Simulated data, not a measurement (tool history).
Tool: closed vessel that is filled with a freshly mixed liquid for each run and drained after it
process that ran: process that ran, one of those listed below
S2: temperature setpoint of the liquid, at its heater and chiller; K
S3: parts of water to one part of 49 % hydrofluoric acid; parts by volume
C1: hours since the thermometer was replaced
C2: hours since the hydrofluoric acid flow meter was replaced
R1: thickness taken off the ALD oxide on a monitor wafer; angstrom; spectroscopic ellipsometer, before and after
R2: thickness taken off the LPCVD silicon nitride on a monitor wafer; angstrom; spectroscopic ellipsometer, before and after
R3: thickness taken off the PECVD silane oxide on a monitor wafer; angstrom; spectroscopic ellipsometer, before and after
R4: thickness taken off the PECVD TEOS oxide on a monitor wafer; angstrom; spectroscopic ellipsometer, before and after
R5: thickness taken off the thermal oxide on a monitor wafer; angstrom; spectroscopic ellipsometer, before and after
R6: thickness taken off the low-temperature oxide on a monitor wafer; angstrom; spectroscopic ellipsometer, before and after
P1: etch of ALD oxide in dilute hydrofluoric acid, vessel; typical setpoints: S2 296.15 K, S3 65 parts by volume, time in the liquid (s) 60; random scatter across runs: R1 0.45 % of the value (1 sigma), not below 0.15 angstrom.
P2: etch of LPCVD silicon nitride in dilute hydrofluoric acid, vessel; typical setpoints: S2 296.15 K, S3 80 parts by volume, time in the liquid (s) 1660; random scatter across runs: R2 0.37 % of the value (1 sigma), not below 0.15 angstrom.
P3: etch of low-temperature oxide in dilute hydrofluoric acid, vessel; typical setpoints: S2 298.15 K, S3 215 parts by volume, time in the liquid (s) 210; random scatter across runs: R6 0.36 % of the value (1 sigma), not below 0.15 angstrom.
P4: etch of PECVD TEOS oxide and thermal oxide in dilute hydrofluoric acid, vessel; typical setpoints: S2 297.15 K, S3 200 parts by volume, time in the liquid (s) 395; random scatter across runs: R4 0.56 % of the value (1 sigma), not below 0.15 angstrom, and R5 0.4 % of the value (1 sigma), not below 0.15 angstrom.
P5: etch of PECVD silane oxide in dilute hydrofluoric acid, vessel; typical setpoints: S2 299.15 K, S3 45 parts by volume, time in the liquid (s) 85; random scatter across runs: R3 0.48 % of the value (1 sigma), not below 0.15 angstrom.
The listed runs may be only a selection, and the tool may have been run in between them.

{"run": 1, "hour": 12.5, "process that ran": "P1", "S2": 296.15, "S3": 65, "time in the liquid (s)": 60, "C1": 483.9, "C2": 136.8, "R1": 202.79}
{"run": 2, "hour": 23.4, "process that ran": "P1", "S2": 296.15, "S3": 65, "time in the liquid (s)": 60, "C1": 494.8, "C2": 147.7, "R1": 201.55}
{"run": 3, "hour": 30.4, "process that ran": "P1", "S2": 296.15, "S3": 65, "time in the liquid (s)": 60, "C1": 501.8, "C2": 154.7, "R1": 201.99}
{"run": 4, "hour": 44.4, "process that ran": "P1", "S2": 296.15, "S3": 65, "time in the liquid (s)": 60, "C1": 515.8, "C2": 168.7, "R1": 202.45}
{"run": 5, "hour": 51.2, "process that ran": "P2", "S2": 296.15, "S3": 80, "time in the liquid (s)": 1660, "C1": 522.6, "C2": 175.5, "R2": 106.72}
{"run": 6, "hour": 62.9, "process that ran": "P1", "S2": 296.15, "S3": 40, "time in the liquid (s)": 60, "C1": 534.3, "C2": 187.2, "R1": 340.14}
{"run": 7, "hour": 69.5, "process that ran": "P1", "S2": 303.65, "S3": 65, "time in the liquid (s)": 60, "C1": 540.9, "C2": 193.8, "R1": 271.92}
{"run": 8, "hour": 75.8, "process that ran": "P1", "S2": 296.15, "S3": 65, "time in the liquid (s)": 60, "C1": 547.2, "C2": 200.1, "R1": 202.12}
{"run": 9, "hour": 83.6, "process that ran": "P5", "S2": 299.15, "S3": 45, "time in the liquid (s)": 85, "C1": 555.0, "C2": 207.9, "R3": 539.18}
{"run": 10, "hour": 97.1, "process that ran": "P4", "S2": 297.15, "S3": 70, "time in the liquid (s)": 395, "C1": 568.5, "C2": 221.4, "R4": 1640.6, "R5": 271.18}
{"run": 11, "hour": 111.2, "process that ran": "P4", "S2": 297.15, "S3": 200, "time in the liquid (s)": 710, "C1": 582.6, "C2": 235.5, "R4": 888.83, "R5": 145.51}
{"run": 12, "hour": 122.1, "process that ran": "P4", "S2": 297.15, "S3": 200, "time in the liquid (s)": 395, "C1": 593.5, "C2": 246.4, "R4": 495.17, "R5": 80.685}
{"run": 13, "hour": 132.5, "process that ran": "P3", "S2": 298.15, "S3": 215, "time in the liquid (s)": 90, "C1": 603.9, "C2": 256.8, "R6": 71.205}
{"run": 14, "hour": 143.8, "process that ran": "P4", "S2": 303.65, "S3": 200, "time in the liquid (s)": 395, "C1": 615.2, "C2": 268.1, "R4": 621.36, "R5": 102.52}
{"run": 15, "hour": 150.5, "process that ran": "P1", "S2": 296.15, "S3": 65, "time in the liquid (s)": 60, "C1": 621.9, "C2": 274.8, "R1": 202.36}
{"run": 16, "hour": 157.0, "process that ran": "P1", "S2": 296.15, "S3": 100, "time in the liquid (s)": 60, "C1": 628.4, "C2": 281.3, "R1": 126.71}
{"run": 17, "hour": 168.0, "process that ran": "P2", "S2": 296.15, "S3": 80, "time in the liquid (s)": 40, "C1": 639.4, "C2": 292.3, "R2": 2.8282}
{"run": 18, "hour": 180.9, "process that ran": "P5", "S2": 299.15, "S3": 45, "time in the liquid (s)": 85, "C1": 652.3, "C2": 305.2, "R3": 533.44}
{"run": 19, "hour": 189.5, "process that ran": "P1", "S2": 296.15, "S3": 65, "time in the liquid (s)": 30, "C1": 660.9, "C2": 313.8, "R1": 100.51}
{"run": 20, "hour": 196.3, "process that ran": "P4", "S2": 297.15, "S3": 200, "time in the liquid (s)": 395, "C1": 667.7, "C2": 320.6, "R4": 495.21, "R5": 81.494}
{"run": 21, "hour": 209.7, "process that ran": "P1", "S2": 296.15, "S3": 65, "time in the liquid (s)": 90, "C1": 681.1, "C2": 334.0, "R1": 303.34}
{"run": 22, "hour": 217.4, "process that ran": "P3", "S2": 298.15, "S3": 215, "time in the liquid (s)": 210, "C1": 688.8, "C2": 341.7, "R6": 166.94}
{"run": 23, "hour": 229.3, "process that ran": "P3", "S2": 298.15, "S3": 95, "time in the liquid (s)": 210, "C1": 700.7, "C2": 353.6, "R6": 429.25}
{"run": 24, "hour": 239.5, "process that ran": "P5", "S2": 299.15, "S3": 45, "time in the liquid (s)": 30, "C1": 710.9, "C2": 363.8, "R3": 189.71}
{"run": 25, "hour": 251.3, "process that ran": "P5", "S2": 303.15, "S3": 45, "time in the liquid (s)": 85, "C1": 722.7, "C2": 375.6, "R3": 629.66}
{"run": 26, "hour": 261.9, "process that ran": "P5", "S2": 299.15, "S3": 70, "time in the liquid (s)": 85, "C1": 733.3, "C2": 386.2, "R3": 332.12}
{"hour": 269.8, "done": "hydrofluoric acid flow meter replaced"}
{"run": 27, "hour": 275.8, "process that ran": "P2", "S2": 290.15, "S3": 80, "time in the liquid (s)": 1660, "C1": 747.2, "C2": 6.1, "R2": 70.187}
{"run": 28, "hour": 282.4, "process that ran": "P3", "S2": 291.65, "S3": 215, "time in the liquid (s)": 210, "C1": 753.8, "C2": 12.7, "R6": 130.66}
{"run": 29, "hour": 292.9, "process that ran": "P1", "S2": 291.15, "S3": 65, "time in the liquid (s)": 60, "C1": 764.3, "C2": 23.2, "R1": 164.96}
{"run": 30, "hour": 305.9, "process that ran": "P1", "S2": 292.65, "S3": 65, "time in the liquid (s)": 30, "C1": 777.3, "C2": 36.2, "R1": 86.934}
{"run": 31, "hour": 312.8, "process that ran": "P2", "S2": 296.15, "S3": 25, "time in the liquid (s)": 1660, "C1": 784.2, "C2": 43.1, "R2": 328.13}
{"run": 32, "hour": 323.3, "process that ran": "P3", "S2": 298.15, "S3": 215, "time in the liquid (s)": 210, "C1": 794.7, "C2": 53.6, "R6": 166.05}
{"run": 33, "hour": 337.1, "process that ran": "P1", "S2": 296.15, "S3": 65, "time in the liquid (s)": 60, "C1": 808.5, "C2": 67.4, "R1": 201.6}
{"run": 34, "hour": 346.1, "process that ran": "P1", "S2": 296.15, "S3": 65, "time in the liquid (s)": 60, "C1": 817.5, "C2": 76.4, "R1": 208.33}
{"run": 35, "hour": 358.6, "process that ran": "P1", "S2": 296.15, "S3": 65, "time in the liquid (s)": 60, "C1": 830.0, "C2": 88.9, "R1": 212.27}
{"run": 36, "hour": 370.0, "process that ran": "P1", "S2": 296.15, "S3": 65, "time in the liquid (s)": 60, "C1": 841.4, "C2": 100.3, "R1": 213.82}
{"run": 37, "hour": 378.5, "process that ran": "P1", "S2": 296.15, "S3": 65, "time in the liquid (s)": 60, "C1": 849.9, "C2": 108.8, "R1": 215.99}
{"run": 38, "hour": 384.8, "process that ran": "P1", "S2": 296.15, "S3": 65, "time in the liquid (s)": 60, "C1": 856.2, "C2": 115.1, "R1": 217.13}
{"run": 39, "hour": 397.5, "process that ran": "P1", "S2": 296.15, "S3": 65, "time in the liquid (s)": 60, "C1": 868.9, "C2": 127.8, "R1": 216.71}
{"run": 40, "hour": 409.8, "process that ran": "P1", "S2": 296.15, "S3": 65, "time in the liquid (s)": 60, "C1": 881.2, "C2": 140.1, "R1": 217.18}
{"run": 41, "hour": 417.4, "process that ran": "P1", "S2": 296.15, "S3": 65, "time in the liquid (s)": 60, "C1": 888.8, "C2": 147.7, "R1": 219.95}
{"run": 42, "hour": 428.6, "process that ran": "P1", "S2": 296.15, "S3": 65, "time in the liquid (s)": 60, "C1": 900.0, "C2": 158.9, "R1": 218.79}

Compared with where it was, what P1 gives has crept away. Each cause listed below fits the log as well as the rest, at the size given for it:
A: liquid hotter than its thermometer reads (K) = 1.94
B: hydrofluoric acid flow above the setpoint (%) = 7.57
Creep in the process output first set in at about hour 337.1.

Below are 4 check runs, each on a single wafer, with their results shown as question marks. Which of them would tell the listed causes apart, meaning the causes would give clearly different results under it?
{"run": "check 1", "hour": 439.8, "process that ran": "P4", "S2": 297.15, "S3": 100, "time in the liquid (s)": 660, "R4": "?", "R5": "?"}
{"run": "check 2", "hour": 439.8, "process that ran": "P3", "S2": 292.15, "S3": 120, "time in the liquid (s)": 210, "R6": "?"}
{"run": "check 3", "hour": 439.8, "process that ran": "P5", "S2": 302.15, "S3": 45, "time in the liquid (s)": 85, "R3": "?"}
{"run": "check 4", "hour": 439.8, "process that ran": "P2", "S2": 296.15, "S3": 80, "time in the liquid (s)": 405, "R2": "?"}

Check results expected under each cause:
check=check_1 result=R4 if_A=1988.00 if_B=1999.00
check=check_1 result=R5 if_A=328.860 if_B=330.680
check=check_2 result=R6 if_A=283.760 if_B=284.670
check=check_3 result=R3 if_A=653.56 if_B=654.44
check=check_4 result=R2 if_A=29.4360 if_B=27.7960
Minimum pairwise separation of causes per check, each pair taken at its best-separating result: check 1 0.55 %; check 2 0.32 %; check 3 0.13 %; check 4 5.73 %
Only in check 4 would the causes give clearly different results; in the remaining checks their results would be nearly the same.

Here is what check 4 returned: R2 27.8510 angstrom. Which cause is it?

It was cause B: hydrofluoric acid flow above the setpoint (%).
